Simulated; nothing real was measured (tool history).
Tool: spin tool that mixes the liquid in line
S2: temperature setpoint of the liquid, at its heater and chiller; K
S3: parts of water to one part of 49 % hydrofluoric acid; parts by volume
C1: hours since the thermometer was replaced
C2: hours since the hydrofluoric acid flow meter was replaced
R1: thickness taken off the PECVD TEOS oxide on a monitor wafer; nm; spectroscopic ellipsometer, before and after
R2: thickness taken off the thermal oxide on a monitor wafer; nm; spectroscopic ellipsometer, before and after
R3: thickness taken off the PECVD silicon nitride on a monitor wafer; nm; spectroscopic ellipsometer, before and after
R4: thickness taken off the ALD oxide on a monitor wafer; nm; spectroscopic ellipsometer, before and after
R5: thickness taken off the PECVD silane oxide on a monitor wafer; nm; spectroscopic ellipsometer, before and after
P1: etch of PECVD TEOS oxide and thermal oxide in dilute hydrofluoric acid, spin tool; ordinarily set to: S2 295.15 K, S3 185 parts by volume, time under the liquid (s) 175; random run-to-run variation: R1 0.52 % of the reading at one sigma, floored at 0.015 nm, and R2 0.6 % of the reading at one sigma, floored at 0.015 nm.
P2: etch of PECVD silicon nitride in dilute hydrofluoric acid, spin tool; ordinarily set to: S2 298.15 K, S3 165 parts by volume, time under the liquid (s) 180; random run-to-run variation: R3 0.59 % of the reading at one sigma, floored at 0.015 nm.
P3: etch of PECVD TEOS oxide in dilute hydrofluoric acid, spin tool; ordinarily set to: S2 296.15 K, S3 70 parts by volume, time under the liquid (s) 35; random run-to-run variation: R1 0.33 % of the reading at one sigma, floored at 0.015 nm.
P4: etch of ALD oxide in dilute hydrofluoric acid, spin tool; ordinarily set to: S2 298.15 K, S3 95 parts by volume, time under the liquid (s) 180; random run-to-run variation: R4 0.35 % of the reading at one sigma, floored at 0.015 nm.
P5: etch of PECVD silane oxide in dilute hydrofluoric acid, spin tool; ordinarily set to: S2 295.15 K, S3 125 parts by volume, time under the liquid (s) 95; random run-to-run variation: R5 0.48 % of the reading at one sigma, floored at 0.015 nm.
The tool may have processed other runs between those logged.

{"run": 1, "hour": 2.3, "process that ran": "P1", "S2": 295.15, "S3": 185, "time under the liquid (s)": 175, "C1": 1525.9, "C2": 574.4, "R1": 19.751, "R2": 3.6902}
{"run": 2, "hour": 7.4, "process that ran": "P2", "S2": 298.15, "S3": 165, "time under the liquid (s)": 15, "C1": 1531, "C2": 579.5, "R3": 0.37346}
{"run": 3, "hour": 12.1, "process that ran": "P1", "S2": 295.15, "S3": 185, "time under the liquid (s)": 290, "C1": 1535.7, "C2": 584.2, "R1": 32.402, "R2": 6.0699}
{"run": 4, "hour": 14.7, "process that ran": "P4", "S2": 298.15, "S3": 95, "time under the liquid (s)": 180, "C1": 1538.3, "C2": 586.8, "R4": 31.266}
{"hour": 17.3, "done": "thermometer replaced"}
{"run": 5, "hour": 19.6, "process that ran": "P3", "S2": 296.15, "S3": 70, "time under the liquid (s)": 35, "C1": 2.3, "C2": 591.7, "R1": 8.7783}
{"run": 6, "hour": 24.5, "process that ran": "P3", "S2": 290.15, "S3": 70, "time under the liquid (s)": 35, "C1": 7.2, "C2": 596.6, "R1": 6.8427}
{"run": 7, "hour": 29.0, "process that ran": "P3", "S2": 296.15, "S3": 115, "time under the liquid (s)": 35, "C1": 11.7, "C2": 601.1, "R1": 5.0631}
{"run": 8, "hour": 33.6, "process that ran": "P1", "S2": 290.15, "S3": 185, "time under the liquid (s)": 175, "C1": 16.3, "C2": 605.7, "R1": 16.161, "R2": 2.9827}
{"run": 9, "hour": 36.9, "process that ran": "P1", "S2": 295.15, "S3": 40, "time under the liquid (s)": 175, "C1": 19.6, "C2": 609, "R1": 108.89, "R2": 19.95}
{"run": 10, "hour": 39.6, "process that ran": "P1", "S2": 295.15, "S3": 185, "time under the liquid (s)": 175, "C1": 22.3, "C2": 611.7, "R1": 19.837, "R2": 3.6568}
{"run": 11, "hour": 44.5, "process that ran": "P4", "S2": 298.15, "S3": 35, "time under the liquid (s)": 180, "C1": 27.2, "C2": 616.6, "R4": 92.664}
{"run": 12, "hour": 48.8, "process that ran": "P1", "S2": 295.15, "S3": 185, "time under the liquid (s)": 175, "C1": 31.5, "C2": 620.9, "R1": 19.949, "R2": 3.6349}
{"run": 13, "hour": 52.9, "process that ran": "P2", "S2": 298.15, "S3": 165, "time under the liquid (s)": 180, "C1": 35.6, "C2": 625, "R3": 4.5623}
{"run": 14, "hour": 56.3, "process that ran": "P5", "S2": 295.15, "S3": 65, "time under the liquid (s)": 95, "C1": 39, "C2": 628.4, "R5": 23.013}
{"run": 15, "hour": 59.8, "process that ran": "P1", "S2": 295.15, "S3": 185, "time under the liquid (s)": 175, "C1": 42.5, "C2": 631.9, "R1": 19.786, "R2": 3.6341}
{"run": 16, "hour": 62.7, "process that ran": "P2", "S2": 298.15, "S3": 35, "time under the liquid (s)": 180, "C1": 45.4, "C2": 634.8, "R3": 20.794}
{"run": 17, "hour": 66.3, "process that ran": "P5", "S2": 295.15, "S3": 125, "time under the liquid (s)": 185, "C1": 49, "C2": 638.4, "R5": 21.829}
{"run": 18, "hour": 69.4, "process that ran": "P3", "S2": 296.15, "S3": 70, "time under the liquid (s)": 70, "C1": 52.1, "C2": 641.5, "R1": 17.699}
{"run": 19, "hour": 72.4, "process that ran": "P1", "S2": 295.15, "S3": 185, "time under the liquid (s)": 175, "C1": 55.1, "C2": 644.5, "R1": 19.795, "R2": 3.6332}
{"run": 20, "hour": 75.0, "process that ran": "P4", "S2": 306.15, "S3": 95, "time under the liquid (s)": 180, "C1": 57.7, "C2": 647.1, "R4": 42.626}
{"run": 21, "hour": 77.5, "process that ran": "P2", "S2": 303.15, "S3": 165, "time under the liquid (s)": 180, "C1": 60.2, "C2": 649.6, "R3": 6.1925}
{"run": 22, "hour": 81.6, "process that ran": "P5", "S2": 295.15, "S3": 125, "time under the liquid (s)": 95, "C1": 64.3, "C2": 653.7, "R5": 11.216}
{"run": 23, "hour": 85.8, "process that ran": "P1", "S2": 299.15, "S3": 185, "time under the liquid (s)": 175, "C1": 68.5, "C2": 657.9, "R1": 22.958, "R2": 4.2661}
{"run": 24, "hour": 89.2, "process that ran": "P4", "S2": 298.15, "S3": 95, "time under the liquid (s)": 60, "C1": 71.9, "C2": 661.3, "R4": 10.459}
{"run": 25, "hour": 91.9, "process that ran": "P1", "S2": 295.15, "S3": 185, "time under the liquid (s)": 15, "C1": 74.6, "C2": 664, "R1": 1.6806, "R2": 0.3294}

Forecast run 26:
{"run": 26, "hour": 97.0, "process that ran": "P1", "S2": 295.15, "S3": 280, "time under the liquid (s)": 175, "C1": 79.7, "C2": 669.1, "R1": "?", "R2": "?"}

{"run 26": {"R1": 11.945, "R2": 2.18}}
